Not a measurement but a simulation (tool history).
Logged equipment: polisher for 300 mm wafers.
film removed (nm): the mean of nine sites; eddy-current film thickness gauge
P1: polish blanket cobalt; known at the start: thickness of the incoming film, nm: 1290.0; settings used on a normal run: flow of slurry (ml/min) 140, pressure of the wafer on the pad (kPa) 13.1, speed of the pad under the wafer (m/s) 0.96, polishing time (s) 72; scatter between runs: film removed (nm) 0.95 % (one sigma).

run	hour	flow of slurry (ml/min)	pressure of the wafer on the pad (kPa)	speed of the pad under the wafer (m/s)	polishing time (s)	film removed (nm)
1	15.2	140	13.1	0.96	72	390.81
2	23.5	140	13.1	0.96	103	558.84
3	34.6	140	13.1	0.96	72	385.16
4	45.6	190	13.1	1.40	72	600.62
5	54.3	140	13.1	0.96	47	254.54
6	68.6	190	13.1	0.96	72	414.03
7	77.5	140	13.1	0.96	72	388.86
8	91.2	85	18.6	0.96	72	491.46
9	100.8	140	13.1	0.96	72	388.38
10	108.7	140	13.1	0.52	72	212.58
# hour 112.6: slurry nozzle cleaned
11	122.8	140	13.1	0.96	72	391.59
12	138.2	140	13.1	1.32	72	538.23
13	155.1	140	8.3	0.96	72	248.01
14	170.2	85	13.1	0.96	72	352.67
15	182.4	140	17.9	0.96	72	532.16
16	193.1	140	13.1	0.96	72	388.71

What does the tool deliver on the next run?
17	202.3	220	8.3	0.96	72	?

{"run 17": {"film removed (nm)": 265.73}}
